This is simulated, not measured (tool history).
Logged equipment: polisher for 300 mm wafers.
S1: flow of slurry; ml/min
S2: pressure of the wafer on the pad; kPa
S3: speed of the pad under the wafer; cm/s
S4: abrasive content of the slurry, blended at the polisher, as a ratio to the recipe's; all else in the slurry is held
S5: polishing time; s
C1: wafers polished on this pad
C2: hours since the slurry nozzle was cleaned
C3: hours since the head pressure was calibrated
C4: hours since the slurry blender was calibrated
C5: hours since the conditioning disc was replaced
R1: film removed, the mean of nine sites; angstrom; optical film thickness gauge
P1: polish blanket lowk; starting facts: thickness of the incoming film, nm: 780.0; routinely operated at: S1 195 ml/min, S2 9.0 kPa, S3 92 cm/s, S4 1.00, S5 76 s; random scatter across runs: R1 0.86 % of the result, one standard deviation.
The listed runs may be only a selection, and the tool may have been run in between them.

{"run": 1, "hour": 9.1, "S1": 195, "S2": 9.0, "S3": 92, "S4": 1.0, "S5": 76, "C1": 403, "C2": 203.5, "C3": 219.3, "C4": 36.8, "C5": 130.1, "R1": 175.8}
{"run": 2, "hour": 18.6, "S1": 195, "S2": 9.0, "S3": 92, "S4": 1.0, "S5": 76, "C1": 502, "C2": 213.0, "C3": 228.8, "C4": 46.3, "C5": 139.6, "R1": 174.03}
{"hour": 25.0, "done": "worn pad replaced by a new one"}
{"run": 3, "hour": 29.8, "S1": 195, "S2": 9.0, "S3": 92, "S4": 1.0, "S5": 76, "C1": 50, "C2": 224.2, "C3": 240.0, "C4": 57.5, "C5": 150.8, "R1": 171.13}
{"run": 4, "hour": 44.5, "S1": 115, "S2": 9.0, "S3": 92, "S4": 1.0, "S5": 76, "C1": 202, "C2": 238.9, "C3": 254.7, "C4": 72.2, "C5": 165.5, "R1": 158.2}
{"run": 5, "hour": 54.5, "S1": 195, "S2": 9.0, "S3": 92, "S4": 1.0, "S5": 103, "C1": 305, "C2": 248.9, "C3": 264.7, "C4": 82.2, "C5": 175.5, "R1": 232.18}
{"run": 6, "hour": 63.7, "S1": 195, "S2": 9.0, "S3": 60, "S4": 1.0, "S5": 76, "C1": 400, "C2": 258.1, "C3": 273.9, "C4": 91.4, "C5": 184.7, "R1": 121.9}
{"run": 7, "hour": 76.4, "S1": 195, "S2": 4.1, "S3": 92, "S4": 1.0, "S5": 76, "C1": 531, "C2": 270.8, "C3": 286.6, "C4": 104.1, "C5": 197.4, "R1": 79.778}
{"run": 8, "hour": 84.3, "S1": 195, "S2": 13.8, "S3": 92, "S4": 1.0, "S5": 35, "C1": 612, "C2": 278.7, "C3": 294.5, "C4": 112.0, "C5": 205.3, "R1": 123.59}
{"run": 9, "hour": 94.4, "S1": 195, "S2": 9.0, "S3": 126, "S4": 1.0, "S5": 76, "C1": 716, "C2": 288.8, "C3": 304.6, "C4": 122.1, "C5": 215.4, "R1": 223.85}
{"run": 10, "hour": 102.7, "S1": 195, "S2": 9.0, "S3": 92, "S4": 1.0, "S5": 43, "C1": 802, "C2": 297.1, "C3": 312.9, "C4": 130.4, "C5": 223.7, "R1": 98.942}
{"run": 11, "hour": 116.1, "S1": 195, "S2": 9.0, "S3": 92, "S4": 0.55, "S5": 76, "C1": 940, "C2": 310.5, "C3": 326.3, "C4": 143.8, "C5": 237.1, "R1": 125.38}
{"run": 12, "hour": 130.4, "S1": 195, "S2": 9.0, "S3": 92, "S4": 1.0, "S5": 76, "C1": 1088, "C2": 324.8, "C3": 340.6, "C4": 158.1, "C5": 251.4, "R1": 171.59}
{"run": 13, "hour": 144.9, "S1": 195, "S2": 9.0, "S3": 92, "S4": 1.4, "S5": 76, "C1": 1238, "C2": 339.3, "C3": 355.1, "C4": 172.6, "C5": 265.9, "R1": 198.71}
{"run": 14, "hour": 158.9, "S1": 195, "S2": 9.0, "S3": 64, "S4": 1.25, "S5": 76, "C1": 1382, "C2": 353.3, "C3": 369.1, "C4": 186.6, "C5": 279.9, "R1": 142.71}
{"run": 15, "hour": 166.8, "S1": 305, "S2": 9.0, "S3": 92, "S4": 1.0, "S5": 76, "C1": 1464, "C2": 361.2, "C3": 377.0, "C4": 194.5, "C5": 287.8, "R1": 181.46}
{"run": 16, "hour": 177.8, "S1": 195, "S2": 9.0, "S3": 92, "S4": 1.0, "S5": 76, "C1": 1577, "C2": 372.2, "C3": 388.0, "C4": 205.5, "C5": 298.8, "R1": 169.67}
{"run": 17, "hour": 186.8, "S1": 195, "S2": 13.8, "S3": 92, "S4": 1.0, "S5": 76, "C1": 1670, "C2": 381.2, "C3": 397.0, "C4": 214.5, "C5": 307.8, "R1": 265.78}
{"run": 18, "hour": 193.3, "S1": 195, "S2": 9.0, "S3": 92, "S4": 1.0, "S5": 76, "C1": 1737, "C2": 387.7, "C3": 403.5, "C4": 221.0, "C5": 314.3, "R1": 173.94}
{"run": 19, "hour": 206.1, "S1": 195, "S2": 9.0, "S3": 92, "S4": 1.0, "S5": 76, "C1": 1869, "C2": 400.5, "C3": 416.3, "C4": 233.8, "C5": 327.1, "R1": 164.34}
{"run": 20, "hour": 216.3, "S1": 195, "S2": 9.0, "S3": 92, "S4": 1.0, "S5": 76, "C1": 1974, "C2": 410.7, "C3": 426.5, "C4": 244.0, "C5": 337.3, "R1": 156.8}
{"run": 21, "hour": 230.1, "S1": 195, "S2": 9.0, "S3": 92, "S4": 1.0, "S5": 76, "C1": 2117, "C2": 424.5, "C3": 440.3, "C4": 257.8, "C5": 351.1, "R1": 155.73}

Estimate the outcome of run 22 from the log above:
{"hour": 235.1, "done": "worn pad replaced by a new one"}
{"hour": 239.8, "done": "slurry nozzle cleaned"}
{"hour": 240.6, "done": "conditioning disc replaced and pad reconditioned"}
{"run": 22, "hour": 244.6, "S1": 195, "S2": 9.0, "S3": 92, "S4": 1.0, "S5": 76, "C1": 98, "C2": 4.9, "C3": 454.8, "C4": 272.3, "C5": 4.0, "R1": "?"}

R1: 153.210 angstrom
